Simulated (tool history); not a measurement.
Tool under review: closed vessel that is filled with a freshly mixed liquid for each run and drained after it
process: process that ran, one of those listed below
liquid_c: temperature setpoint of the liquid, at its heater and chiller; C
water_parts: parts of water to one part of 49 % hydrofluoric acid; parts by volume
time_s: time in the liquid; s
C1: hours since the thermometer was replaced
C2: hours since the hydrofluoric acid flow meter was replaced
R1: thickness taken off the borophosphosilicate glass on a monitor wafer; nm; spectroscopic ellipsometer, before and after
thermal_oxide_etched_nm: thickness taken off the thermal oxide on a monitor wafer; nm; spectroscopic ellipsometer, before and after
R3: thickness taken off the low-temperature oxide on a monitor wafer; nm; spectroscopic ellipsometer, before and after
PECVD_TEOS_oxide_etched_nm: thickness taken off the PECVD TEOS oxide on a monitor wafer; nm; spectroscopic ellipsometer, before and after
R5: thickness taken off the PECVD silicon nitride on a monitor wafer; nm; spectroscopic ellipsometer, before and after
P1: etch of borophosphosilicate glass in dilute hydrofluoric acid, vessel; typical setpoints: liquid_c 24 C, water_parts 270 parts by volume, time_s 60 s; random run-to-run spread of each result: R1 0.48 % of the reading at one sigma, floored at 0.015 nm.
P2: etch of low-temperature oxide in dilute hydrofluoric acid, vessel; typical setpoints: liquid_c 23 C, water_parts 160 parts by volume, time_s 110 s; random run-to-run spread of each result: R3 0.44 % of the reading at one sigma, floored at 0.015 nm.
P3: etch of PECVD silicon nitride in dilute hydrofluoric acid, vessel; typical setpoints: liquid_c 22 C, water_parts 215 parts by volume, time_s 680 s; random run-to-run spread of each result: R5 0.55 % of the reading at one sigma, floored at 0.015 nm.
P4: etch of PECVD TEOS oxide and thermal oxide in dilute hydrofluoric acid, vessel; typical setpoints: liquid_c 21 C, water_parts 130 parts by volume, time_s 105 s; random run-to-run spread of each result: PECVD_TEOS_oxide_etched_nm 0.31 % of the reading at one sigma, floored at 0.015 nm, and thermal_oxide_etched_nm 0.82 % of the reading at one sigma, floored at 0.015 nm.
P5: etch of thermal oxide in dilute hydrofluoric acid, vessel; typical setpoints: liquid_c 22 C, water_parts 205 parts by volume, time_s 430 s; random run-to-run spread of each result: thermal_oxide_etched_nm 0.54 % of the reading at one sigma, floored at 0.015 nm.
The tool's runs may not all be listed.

Run 1, hour 10.4: process P1, liquid_c 24 C, water_parts 270 parts by volume, time_s 60 s; C1 181.9; C2 1435.9. Result: R1 9.0400 nm.
Run 2, hour 20.8: process P5, liquid_c 18 C, water_parts 205 parts by volume, time_s 430 s; C1 192.3; C2 1446.3. Result: thermal_oxide_etched_nm 6.80290 nm.
Run 3, hour 28.6: process P1, liquid_c 24 C, water_parts 450 parts by volume, time_s 60 s; C1 200.1; C2 1454.1. Result: R1 4.5393 nm.
Run 4, hour 36.3: process P1, liquid_c 24 C, water_parts 270 parts by volume, time_s 60 s; C1 207.8; C2 1461.8. Result: R1 8.9896 nm.
Run 5, hour 43.6: process P1, liquid_c 17 C, water_parts 270 parts by volume, time_s 60 s; C1 215.1; C2 1469.1. Result: R1 6.9358 nm.
Run 6, hour 52.5: process P2, liquid_c 30 C, water_parts 160 parts by volume, time_s 110 s; C1 224.0; C2 1478.0. Result: R3 12.0650 nm.
Run 7, hour 63.1: process P1, liquid_c 24 C, water_parts 270 parts by volume, time_s 60 s; C1 234.6; C2 1488.6. Result: R1 8.9828 nm.
Run 8, hour 73.5: process P1, liquid_c 24 C, water_parts 270 parts by volume, time_s 60 s; C1 245.0; C2 1499.0. Result: R1 9.0075 nm.
Run 9, hour 86.7: process P4, liquid_c 17 C, water_parts 130 parts by volume, time_s 105 s; C1 258.2; C2 1512.2. Result: thermal_oxide_etched_nm 2.72750 nm, PECVD_TEOS_oxide_etched_nm 6.7756 nm.
Run 10, hour 96.5: process P3, liquid_c 22 C, water_parts 215 parts by volume, time_s 1220 s; C1 268.0; C2 1522.0. Result: R5 23.6670 nm.
Run 11, hour 105.8: process P3, liquid_c 22 C, water_parts 320 parts by volume, time_s 680 s; C1 277.3; C2 1531.3. Result: R5 8.9125 nm.
Run 12, hour 117.1: process P5, liquid_c 22 C, water_parts 205 parts by volume, time_s 105 s; C1 288.6; C2 1542.6. Result: thermal_oxide_etched_nm 1.98620 nm.
Run 13, hour 124.2: process P3, liquid_c 17 C, water_parts 215 parts by volume, time_s 680 s; C1 295.7; C2 1549.7. Result: R5 9.6038 nm.
Run 14, hour 130.9: process P3, liquid_c 22 C, water_parts 215 parts by volume, time_s 680 s; C1 302.4; C2 1556.4. Result: R5 13.2500 nm.
Run 15, hour 145.5: process P4, liquid_c 21 C, water_parts 130 parts by volume, time_s 30 s; C1 317.0; C2 1571.0. Result: thermal_oxide_etched_nm 0.93846 nm, PECVD_TEOS_oxide_etched_nm 2.2680 nm.
Run 16, hour 157.3: process P1, liquid_c 24 C, water_parts 270 parts by volume, time_s 60 s; C1 328.8; C2 1582.8. Result: R1 8.9981 nm.
Run 17, hour 172.0: process P1, liquid_c 24 C, water_parts 270 parts by volume, time_s 95 s; C1 343.5; C2 1597.5. Result: R1 14.1200 nm.
Run 18, hour 182.7: process P2, liquid_c 23 C, water_parts 160 parts by volume, time_s 30 s; C1 354.2; C2 1608.2. Result: R3 2.5328 nm.
Run 19, hour 193.9: process P5, liquid_c 22 C, water_parts 205 parts by volume, time_s 430 s; C1 365.4; C2 1619.4. Result: thermal_oxide_etched_nm 7.99270 nm.
Run 20, hour 207.2: process P2, liquid_c 23 C, water_parts 220 parts by volume, time_s 110 s; C1 378.7; C2 1632.7. Result: R3 6.3428 nm.
Run 21, hour 215.0: process P1, liquid_c 24 C, water_parts 115 parts by volume, time_s 30 s; C1 386.5; C2 1640.5. Result: R1 12.4870 nm.
Run 22, hour 224.0: process P2, liquid_c 23 C, water_parts 160 parts by volume, time_s 110 s; C1 395.5; C2 1649.5. Result: R3 9.2530 nm.
Run 23, hour 238.3: process P1, liquid_c 24 C, water_parts 65 parts by volume, time_s 60 s; C1 409.8; C2 1663.8. Result: R1 47.0590 nm.
Run 24, hour 247.0: process P1, liquid_c 24 C, water_parts 270 parts by volume, time_s 60 s; C1 418.5; C2 1672.5. Result: R1 8.9135 nm.
Run 25, hour 256.5: process P5, liquid_c 22 C, water_parts 205 parts by volume, time_s 430 s; C1 428.0; C2 1682.0. Result: thermal_oxide_etched_nm 8.02620 nm.
Run 26, hour 264.6: process P1, liquid_c 24 C, water_parts 270 parts by volume, time_s 60 s; C1 436.1; C2 1690.1. Result: R1 8.9601 nm.
Run 27, hour 274.7: process P1, liquid_c 24 C, water_parts 375 parts by volume, time_s 85 s; C1 446.2; C2 1700.2. Result: R1 8.3034 nm.
Run 28, hour 282.1: process P1, liquid_c 24 C, water_parts 270 parts by volume, time_s 30 s; C1 453.6; C2 1707.6. Result: R1 4.4751 nm.
Run 29, hour 290.3: process P1, liquid_c 19 C, water_parts 435 parts by volume, time_s 60 s; C1 461.8; C2 1715.8. Result: R1 4.0600 nm.
Run 30, hour 299.2: process P4, liquid_c 21 C, water_parts 230 parts by volume, time_s 105 s; C1 470.7; C2 1724.7. Result: thermal_oxide_etched_nm 1.61160 nm, PECVD_TEOS_oxide_etched_nm 4.0911 nm.
Run 31, hour 313.5: process P1, liquid_c 31 C, water_parts 270 parts by volume, time_s 60 s; C1 485.0; C2 1739.0. Result: R1 11.2480 nm.
Run 32, hour 327.7: process P3, liquid_c 22 C, water_parts 215 parts by volume, time_s 680 s; C1 499.2; C2 1753.2. Result: R5 13.1050 nm.
Run 33, hour 343.0: process P5, liquid_c 22 C, water_parts 70 parts by volume, time_s 430 s; C1 514.5; C2 1768.5. Result: thermal_oxide_etched_nm 27.29200 nm.
Run 34, hour 353.0: process P4, liquid_c 21 C, water_parts 130 parts by volume, time_s 105 s; C1 524.5; C2 1778.5. Result: thermal_oxide_etched_nm 3.21910 nm, PECVD_TEOS_oxide_etched_nm 7.9138 nm.
Run 35, hour 360.7: process P1, liquid_c 24 C, water_parts 270 parts by volume, time_s 60 s; C1 532.2; C2 1786.2. Result: R1 8.9642 nm.
Run 36, hour 370.7: process P1, liquid_c 24 C, water_parts 270 parts by volume, time_s 60 s; C1 542.2; C2 1796.2. Result: R1 8.8153 nm.
Run 37, hour 383.6: process P1, liquid_c 24 C, water_parts 270 parts by volume, time_s 60 s; C1 555.1; C2 1809.1. Result: R1 8.6111 nm.
Run 38, hour 393.7: process P1, liquid_c 24 C, water_parts 270 parts by volume, time_s 60 s; C1 565.2; C2 1819.2. Result: R1 8.4455 nm.
Run 39, hour 405.9: process P1, liquid_c 24 C, water_parts 270 parts by volume, time_s 60 s; C1 577.4; C2 1831.4. Result: R1 8.4431 nm.
Run 40, hour 413.2: process P1, liquid_c 24 C, water_parts 270 parts by volume, time_s 60 s; C1 584.7; C2 1838.7. Result: R1 8.4045 nm.
Run 41, hour 420.1: process P1, liquid_c 24 C, water_parts 270 parts by volume, time_s 60 s; C1 591.6; C2 1845.6. Result: R1 8.3585 nm.
Run 42, hour 429.5: process P1, liquid_c 24 C, water_parts 270 parts by volume, time_s 60 s; C1 601.0; C2 1855.0. Result: R1 8.3579 nm.
Run 43, hour 439.9: process P1, liquid_c 24 C, water_parts 270 parts by volume, time_s 60 s; C1 611.4; C2 1865.4. Result: R1 8.4595 nm.
Run 44, hour 455.0: process P1, liquid_c 24 C, water_parts 270 parts by volume, time_s 60 s; C1 626.5; C2 1880.5. Result: R1 8.3513 nm.

The log shows P1 creeping away from where it was. Any of the 2 causes listed here, at the size stated for it, fits the log just as well as the others:
A: hydrofluoric acid flow below the setpoint (%) = 5.46
B: liquid colder than its thermometer reads (K) = 2.01
The gradual shift began around hour 360.7.

Below are 4 check runs, each on a single wafer, with their results shown as question marks. Which of them would tell the listed causes apart, meaning the causes would give clearly different results under it?
Run check 1, hour 470.1: process P5, liquid_c 19 C, water_parts 205 parts by volume, time_s 165 s. Result: thermal_oxide_etched_nm ?.
Run check 2, hour 470.1: process P4, liquid_c 21 C, water_parts 220 parts by volume, time_s 30 s. Result: thermal_oxide_etched_nm ?, PECVD_TEOS_oxide_etched_nm ?.
Run check 3, hour 470.1: process P3, liquid_c 17 C, water_parts 215 parts by volume, time_s 680 s. Result: R5 ?.
Run check 4, hour 470.1: process P2, liquid_c 28 C, water_parts 160 parts by volume, time_s 30 s. Result: R3 ?.

What every check run would give for each of its results, assuming each possible cause in turn:
  check                      result     if A     if B
check 1     thermal_oxide_etched_nm  2.55670  2.52690
check 2     thermal_oxide_etched_nm  0.46105  0.45731
check 2  PECVD_TEOS_oxide_etched_nm   1.1445   1.1352
check 3                          R5   8.9829   8.2714
check 4                          R3   2.8485   2.8301
Smallest distance between any two causes, each pair judged by its most separating result, in per cent: check 1 1.17 %; check 2 0.81 %; check 3 8.25 %; check 4 0.65 %
Only in check 3 would the causes give clearly different results; in the remaining checks their results would be nearly the same.

Check 3 was carried out, with these results: R5 8.3488 nm. Which of the listed causes is responsible?

The cause is B: liquid colder than its thermometer reads (K).
